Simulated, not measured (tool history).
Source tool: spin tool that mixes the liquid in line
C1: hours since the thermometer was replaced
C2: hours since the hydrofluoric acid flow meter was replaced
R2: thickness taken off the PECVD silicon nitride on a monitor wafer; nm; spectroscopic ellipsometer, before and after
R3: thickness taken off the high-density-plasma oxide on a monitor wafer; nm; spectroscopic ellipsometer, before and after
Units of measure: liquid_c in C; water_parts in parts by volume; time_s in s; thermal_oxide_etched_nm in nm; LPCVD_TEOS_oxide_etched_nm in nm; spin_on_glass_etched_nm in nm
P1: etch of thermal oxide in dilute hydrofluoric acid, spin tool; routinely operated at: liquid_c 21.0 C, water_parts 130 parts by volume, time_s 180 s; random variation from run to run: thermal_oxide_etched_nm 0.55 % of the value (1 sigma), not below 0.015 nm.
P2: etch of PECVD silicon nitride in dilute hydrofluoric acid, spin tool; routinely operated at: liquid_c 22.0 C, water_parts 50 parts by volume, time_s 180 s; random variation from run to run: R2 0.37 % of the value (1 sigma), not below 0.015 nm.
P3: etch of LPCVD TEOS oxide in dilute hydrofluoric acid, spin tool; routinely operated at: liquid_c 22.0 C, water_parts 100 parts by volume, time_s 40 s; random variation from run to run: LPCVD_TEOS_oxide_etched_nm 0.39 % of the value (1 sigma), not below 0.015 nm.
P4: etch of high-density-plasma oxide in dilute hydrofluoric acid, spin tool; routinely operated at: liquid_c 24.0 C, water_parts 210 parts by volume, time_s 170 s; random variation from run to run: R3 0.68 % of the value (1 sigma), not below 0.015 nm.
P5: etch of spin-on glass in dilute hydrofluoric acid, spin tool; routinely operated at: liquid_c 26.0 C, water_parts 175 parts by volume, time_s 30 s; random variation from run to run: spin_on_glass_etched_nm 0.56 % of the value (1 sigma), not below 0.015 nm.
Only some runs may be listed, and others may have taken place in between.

run 1 day=0.383 | process=P1 liquid_c=21.0 water_parts=130 time_s=180 | C1=667.4 C2=383.7 | thermal_oxide_etched_nm=5.63560
run 2 day=0.579 | process=P2 liquid_c=22.0 water_parts=50 time_s=180 | C1=672.1 C2=388.4 | R2=15.061
run 3 day=0.829 | process=P1 liquid_c=21.0 water_parts=200 time_s=180 | C1=678.1 C2=394.4 | thermal_oxide_etched_nm=3.39320
run 4 day=1.096 | process=P2 liquid_c=27.5 water_parts=50 time_s=180 | C1=684.5 C2=400.8 | R2=21.834
run 5 day=1.367 | process=P1 liquid_c=21.0 water_parts=130 time_s=180 | C1=691.0 C2=407.3 | thermal_oxide_etched_nm=5.60950
run 6 day=1.562 | process=P4 liquid_c=24.0 water_parts=210 time_s=170 | C1=695.7 C2=412.0 | R3=4.0525
run 7 day=1.854 | process=P4 liquid_c=31.0 water_parts=210 time_s=170 | C1=702.7 C2=419.0 | R3=5.2288
run 8 day=2.038 | process=P4 liquid_c=24.0 water_parts=210 time_s=75 | C1=707.1 C2=423.4 | R3=1.8068
run 9 day=2.283 | process=P3 liquid_c=22.0 water_parts=180 time_s=40 | C1=713.0 C2=429.3 | LPCVD_TEOS_oxide_etched_nm=6.8767
run 10 day=2.608 | process=P1 liquid_c=21.0 water_parts=50 time_s=180 | C1=720.8 C2=437.1 | thermal_oxide_etched_nm=16.05400
run 11 day=2.862 | process=P1 liquid_c=25.0 water_parts=130 time_s=295 | C1=726.9 C2=443.2 | thermal_oxide_etched_nm=10.80500
run 12 day=3.100 | process=P5 liquid_c=26.0 water_parts=305 time_s=30 | C1=732.6 C2=448.9 | spin_on_glass_etched_nm=2.9349
run 13 day=3.288 | process=P1 liquid_c=29.0 water_parts=130 time_s=180 | C1=737.1 C2=453.4 | thermal_oxide_etched_nm=7.72010
run 14 day=3.600 | process=P1 liquid_c=21.0 water_parts=195 time_s=320 | C1=744.6 C2=460.9 | thermal_oxide_etched_nm=6.20650
run 15 day=3.858 | process=P1 liquid_c=21.0 water_parts=130 time_s=330 | C1=750.8 C2=467.1 | thermal_oxide_etched_nm=10.23900
run 16 day=4.142 | process=P1 liquid_c=21.0 water_parts=130 time_s=180 | C1=757.6 C2=473.9 | thermal_oxide_etched_nm=5.61740
run 17 day=4.354 | process=P3 liquid_c=22.0 water_parts=100 time_s=40 | C1=762.7 C2=479.0 | LPCVD_TEOS_oxide_etched_nm=13.5860
run 18 day=4.729 | process=P1 liquid_c=21.0 water_parts=130 time_s=180 | C1=771.7 C2=488.0 | thermal_oxide_etched_nm=5.66060
run 19 day=4.929 | process=P4 liquid_c=24.0 water_parts=95 time_s=170 | C1=776.5 C2=492.8 | R3=10.3170
run 20 day=5.146 | process=P5 liquid_c=26.0 water_parts=175 time_s=30 | C1=781.7 C2=498.0 | spin_on_glass_etched_nm=5.8836
run 21 day=5.542 | process=P2 liquid_c=22.0 water_parts=20 time_s=180 | C1=791.2 C2=507.5 | R2=36.614
run 22 day=5.883 | process=P1 liquid_c=21.0 water_parts=130 time_s=180 | C1=799.4 C2=515.7 | thermal_oxide_etched_nm=5.69690
run 23 day=6.238 | process=P2 liquid_c=22.0 water_parts=50 time_s=280 | C1=807.9 C2=524.2 | R2=23.281
run 24 day=6.571 | process=P5 liquid_c=26.0 water_parts=175 time_s=50 | C1=815.9 C2=532.2 | spin_on_glass_etched_nm=9.9049
run 25 day=6.912 | process=P2 liquid_c=22.0 water_parts=50 time_s=180 | C1=824.1 C2=540.4 | R2=15.052
run 26 day=7.229 | process=P5 liquid_c=30.5 water_parts=175 time_s=30 | C1=831.7 C2=548.0 | spin_on_glass_etched_nm=6.9269
run 27 day=7.512 | process=P1 liquid_c=17.0 water_parts=130 time_s=180 | C1=838.5 C2=554.8 | thermal_oxide_etched_nm=4.73100
run 28 day=7.862 | process=P1 liquid_c=21.0 water_parts=130 time_s=15 | C1=846.9 C2=563.2 | thermal_oxide_etched_nm=0.45399
run 29 day=8.250 | process=P5 liquid_c=26.0 water_parts=175 time_s=30 | C1=856.2 C2=572.5 | spin_on_glass_etched_nm=5.9034
run 30 day=8.508 | process=P1 liquid_c=21.0 water_parts=130 time_s=180 | C1=862.4 C2=578.7 | thermal_oxide_etched_nm=5.59940
run 31 day=8.767 | process=P3 liquid_c=22.0 water_parts=100 time_s=15 | C1=868.6 C2=584.9 | LPCVD_TEOS_oxide_etched_nm=5.0778
run 32 day=9.146 | process=P3 liquid_c=27.0 water_parts=100 time_s=40 | C1=877.7 C2=594.0 | LPCVD_TEOS_oxide_etched_nm=16.5610
run 33 day=9.379 | process=P1 liquid_c=21.0 water_parts=130 time_s=180 | C1=883.3 C2=599.6 | thermal_oxide_etched_nm=5.65540
run 34 day=9.604 | process=P1 liquid_c=21.0 water_parts=130 time_s=180 | C1=888.7 C2=605.0 | thermal_oxide_etched_nm=5.76580
run 35 day=9.904 | process=P1 liquid_c=21.0 water_parts=130 time_s=180 | C1=895.9 C2=612.2 | thermal_oxide_etched_nm=5.78540
run 36 day=10.242 | process=P1 liquid_c=21.0 water_parts=130 time_s=180 | C1=904.0 C2=620.3 | thermal_oxide_etched_nm=5.88290
run 37 day=10.508 | process=P1 liquid_c=21.0 water_parts=130 time_s=180 | C1=910.4 C2=626.7 | thermal_oxide_etched_nm=5.91880
run 38 day=10.683 | process=P1 liquid_c=21.0 water_parts=130 time_s=180 | C1=914.6 C2=630.9 | thermal_oxide_etched_nm=5.92260
run 39 day=10.908 | process=P1 liquid_c=21.0 water_parts=130 time_s=180 | C1=920.0 C2=636.3 | thermal_oxide_etched_nm=5.99200
run 40 day=11.308 | process=P1 liquid_c=21.0 water_parts=130 time_s=180 | C1=929.6 C2=645.9 | thermal_oxide_etched_nm=5.90500
run 41 day=11.512 | process=P1 liquid_c=21.0 water_parts=130 time_s=180 | C1=934.5 C2=650.8 | thermal_oxide_etched_nm=5.91310

Compared with where it was, what P1 gives has crept away. Each cause listed below fits the log as well as the rest, at the size given for it:
A: liquid hotter than its thermometer reads (K) = 1.5
B: hydrofluoric acid flow above the setpoint (%) = 5.34
The gradual shift began around day 9.379.

Below are 4 check runs, each on a single wafer, with their results shown as question marks. Which of them would tell the listed causes apart, meaning the causes would give clearly different results under it?
run check 1 day=11.717 | process=P3 liquid_c=22.0 water_parts=100 time_s=40 | LPCVD_TEOS_oxide_etched_nm=?
run check 2 day=11.717 | process=P5 liquid_c=26.0 water_parts=175 time_s=30 | spin_on_glass_etched_nm=?
run check 3 day=11.717 | process=P4 liquid_c=24.0 water_parts=210 time_s=170 | R3=?
run check 4 day=11.717 | process=P2 liquid_c=22.0 water_parts=50 time_s=180 | R2=?

Check results expected under each cause:
check=check_1 result=LPCVD_TEOS_oxide_etched_nm if_A=14.4190 if_B=14.3880
check=check_2 result=spin_on_glass_etched_nm if_A=6.2071 if_B=6.2546
check=check_3 result=R3 if_A=4.3133 if_B=4.3516
check=check_4 result=R2 if_A=16.678 if_B=15.841
Minimum pairwise separation of causes per check, each pair taken at its best-separating result: check 1 0.21 %; check 2 0.76 %; check 3 0.88 %; check 4 5.15 %
Only check 4 tells the causes apart: in the others they would give nearly the same result.

Check 4 has now been run. It gave: R2 16.554 nm. Which of the candidate causes is it?

It was cause A: liquid hotter than its thermometer reads (K).
